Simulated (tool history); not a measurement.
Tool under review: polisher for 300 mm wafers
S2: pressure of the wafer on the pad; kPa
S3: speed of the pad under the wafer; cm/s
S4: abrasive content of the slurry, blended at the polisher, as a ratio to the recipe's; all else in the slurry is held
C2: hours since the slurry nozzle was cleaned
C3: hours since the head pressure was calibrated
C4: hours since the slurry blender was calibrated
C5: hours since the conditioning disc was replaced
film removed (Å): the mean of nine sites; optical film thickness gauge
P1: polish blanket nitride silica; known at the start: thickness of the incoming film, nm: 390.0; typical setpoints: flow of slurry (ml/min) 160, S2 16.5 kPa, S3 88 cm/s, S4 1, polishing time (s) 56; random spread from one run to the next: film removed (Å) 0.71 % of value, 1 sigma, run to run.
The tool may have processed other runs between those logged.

Run 1, day 0.317: flow of slurry (ml/min) 160, S2 16.5 kPa, S3 88 cm/s, S4 1, polishing time (s) 56; wafers polished on this pad 935; C2 162.5; C3 442.2; C4 96.5; C5 82. Result: film removed (Å) 252.81.
Run 2, day 0.712: flow of slurry (ml/min) 160, S2 16.5 kPa, S3 88 cm/s, S4 1, polishing time (s) 78; wafers polished on this pad 1071; C2 172; C3 451.7; C4 106; C5 91.5. Result: film removed (Å) 351.31.
Run 3, day 1.217: flow of slurry (ml/min) 160, S2 16.5 kPa, S3 88 cm/s, S4 1, polishing time (s) 56; wafers polished on this pad 1244; C2 184.1; C3 463.8; C4 118.1; C5 103.6. Result: film removed (Å) 252.25.
Run 4, day 1.608: flow of slurry (ml/min) 160, S2 16.5 kPa, S3 88 cm/s, S4 0.55, polishing time (s) 56; wafers polished on this pad 1379; C2 193.5; C3 473.2; C4 127.5; C5 113. Result: film removed (Å) 186.95.
Run 5, day 2.05: flow of slurry (ml/min) 160, S2 16.5 kPa, S3 88 cm/s, S4 1, polishing time (s) 56; wafers polished on this pad 1531; C2 204.1; C3 483.8; C4 138.1; C5 123.6. Result: film removed (Å) 255.2.
Run 6, day 2.333: flow of slurry (ml/min) 160, S2 16.5 kPa, S3 118 cm/s, S4 1, polishing time (s) 56; wafers polished on this pad 1628; C2 210.9; C3 490.6; C4 144.9; C5 130.4. Result: film removed (Å) 319.19.
Run 7, day 2.604: flow of slurry (ml/min) 95, S2 16.5 kPa, S3 88 cm/s, S4 1, polishing time (s) 56; wafers polished on this pad 1721; C2 217.4; C3 497.1; C4 151.4; C5 136.9. Result: film removed (Å) 225.44.
Run 8, day 3.088: flow of slurry (ml/min) 160, S2 16.5 kPa, S3 88 cm/s, S4 1, polishing time (s) 56; wafers polished on this pad 1887; C2 229; C3 508.7; C4 163; C5 148.5. Result: film removed (Å) 254.46.
Run 9, day 3.371: flow of slurry (ml/min) 160, S2 16.5 kPa, S3 40 cm/s, S4 1, polishing time (s) 56; wafers polished on this pad 1984; C2 235.8; C3 515.5; C4 169.8; C5 155.3. Result: film removed (Å) 134.92.
Run 10, day 3.833: flow of slurry (ml/min) 160, S2 16.5 kPa, S3 88 cm/s, S4 1.5, polishing time (s) 56; wafers polished on this pad 2143; C2 246.9; C3 526.6; C4 180.9; C5 166.4. Result: film removed (Å) 294.57.
Run 11, day 4.367: flow of slurry (ml/min) 160, S2 16.5 kPa, S3 88 cm/s, S4 1, polishing time (s) 56; wafers polished on this pad 2326; C2 259.7; C3 539.4; C4 193.7; C5 179.2. Result: film removed (Å) 252.01.
Run 12, day 4.858: flow of slurry (ml/min) 160, S2 16.5 kPa, S3 88 cm/s, S4 1, polishing time (s) 34; wafers polished on this pad 2495; C2 271.5; C3 551.2; C4 205.5; C5 191. Result: film removed (Å) 154.18.
Run 13, day 5.342: flow of slurry (ml/min) 115, S2 16.5 kPa, S3 116 cm/s, S4 1, polishing time (s) 56; wafers polished on this pad 2661; C2 283.1; C3 562.8; C4 217.1; C5 202.6. Result: film removed (Å) 298.15.
Run 14, day 5.833: flow of slurry (ml/min) 160, S2 25.5 kPa, S3 88 cm/s, S4 1, polishing time (s) 56; wafers polished on this pad 2830; C2 294.9; C3 574.6; C4 228.9; C5 214.4. Result: film removed (Å) 391.82.
Run 15, day 6.1: flow of slurry (ml/min) 250, S2 16.5 kPa, S3 88 cm/s, S4 1, polishing time (s) 56; wafers polished on this pad 2922; C2 301.3; C3 581; C4 235.3; C5 220.8. Result: film removed (Å) 267.34.
Run 16, day 6.604: flow of slurry (ml/min) 160, S2 12.4 kPa, S3 88 cm/s, S4 1, polishing time (s) 56; wafers polished on this pad 3095; C2 313.4; C3 593.1; C4 247.4; C5 232.9. Result: film removed (Å) 189.69.
Run 17, day 7.046: flow of slurry (ml/min) 160, S2 16.5 kPa, S3 88 cm/s, S4 1, polishing time (s) 56; wafers polished on this pad 3247; C2 324; C3 603.7; C4 258; C5 243.5. Result: film removed (Å) 252.44.
Run 18, day 7.425: flow of slurry (ml/min) 115, S2 10.3 kPa, S3 88 cm/s, S4 1, polishing time (s) 56; wafers polished on this pad 3377; C2 333.1; C3 612.8; C4 267.1; C5 252.6. Result: film removed (Å) 147.96.
Run 19, day 7.721: flow of slurry (ml/min) 160, S2 16.5 kPa, S3 88 cm/s, S4 1, polishing time (s) 56; wafers polished on this pad 3479; C2 340.2; C3 619.9; C4 274.2; C5 259.7. Result: film removed (Å) 251.22.
Run 20, day 8.138: flow of slurry (ml/min) 160, S2 16.5 kPa, S3 88 cm/s, S4 1, polishing time (s) 56; wafers polished on this pad 3622; C2 350.2; C3 629.9; C4 284.2; C5 269.7. Result: film removed (Å) 255.34.
Run 21, day 8.383: flow of slurry (ml/min) 160, S2 16.5 kPa, S3 88 cm/s, S4 1, polishing time (s) 56; wafers polished on this pad 3706; C2 356.1; C3 635.8; C4 290.1; C5 275.6. Result: film removed (Å) 245.48.
Run 22, day 8.671: flow of slurry (ml/min) 160, S2 16.5 kPa, S3 88 cm/s, S4 1, polishing time (s) 56; wafers polished on this pad 3805; C2 363; C3 642.7; C4 297; C5 282.5. Result: film removed (Å) 240.87.
Run 23, day 9.154: flow of slurry (ml/min) 160, S2 16.5 kPa, S3 88 cm/s, S4 1, polishing time (s) 56; wafers polished on this pad 3971; C2 374.6; C3 654.3; C4 308.6; C5 294.1. Result: film removed (Å) 236.14.
Run 24, day 9.396: flow of slurry (ml/min) 160, S2 16.5 kPa, S3 88 cm/s, S4 1, polishing time (s) 56; wafers polished on this pad 4054; C2 380.4; C3 660.1; C4 314.4; C5 299.9. Result: film removed (Å) 233.66.
At day 9.462: slurry blender recalibrated.
At day 9.604: head pressure recalibrated.
Run 25, day 9.675: flow of slurry (ml/min) 160, S2 16.5 kPa, S3 88 cm/s, S4 1, polishing time (s) 56; wafers polished on this pad 4150; C2 387.1; C3 1.7; C4 5.2; C5 306.6. Result: film removed (Å) 233.42.
At day 9.708: conditioning disc replaced and pad reconditioned.
Run 26, day 9.942: flow of slurry (ml/min) 160, S2 16.5 kPa, S3 88 cm/s, S4 1, polishing time (s) 56; wafers polished on this pad 4241; C2 393.5; C3 8.1; C4 11.6; C5 5.6. Result: film removed (Å) 231.09.
Run 27, day 10.233: flow of slurry (ml/min) 160, S2 16.5 kPa, S3 88 cm/s, S4 1, polishing time (s) 56; wafers polished on this pad 4342; C2 400.5; C3 15.1; C4 18.6; C5 12.6. Result: film removed (Å) 231.38.

Predict the results of run 28:
Run 28, day 10.538: flow of slurry (ml/min) 160, S2 16.5 kPa, S3 88 cm/s, S4 1, polishing time (s) 56; wafers polished on this pad 4446; C2 407.8; C3 22.4; C4 25.9; C5 19.9. Result: film removed (Å) ?.

Run 28 yielded film removed (Å) 232.65.

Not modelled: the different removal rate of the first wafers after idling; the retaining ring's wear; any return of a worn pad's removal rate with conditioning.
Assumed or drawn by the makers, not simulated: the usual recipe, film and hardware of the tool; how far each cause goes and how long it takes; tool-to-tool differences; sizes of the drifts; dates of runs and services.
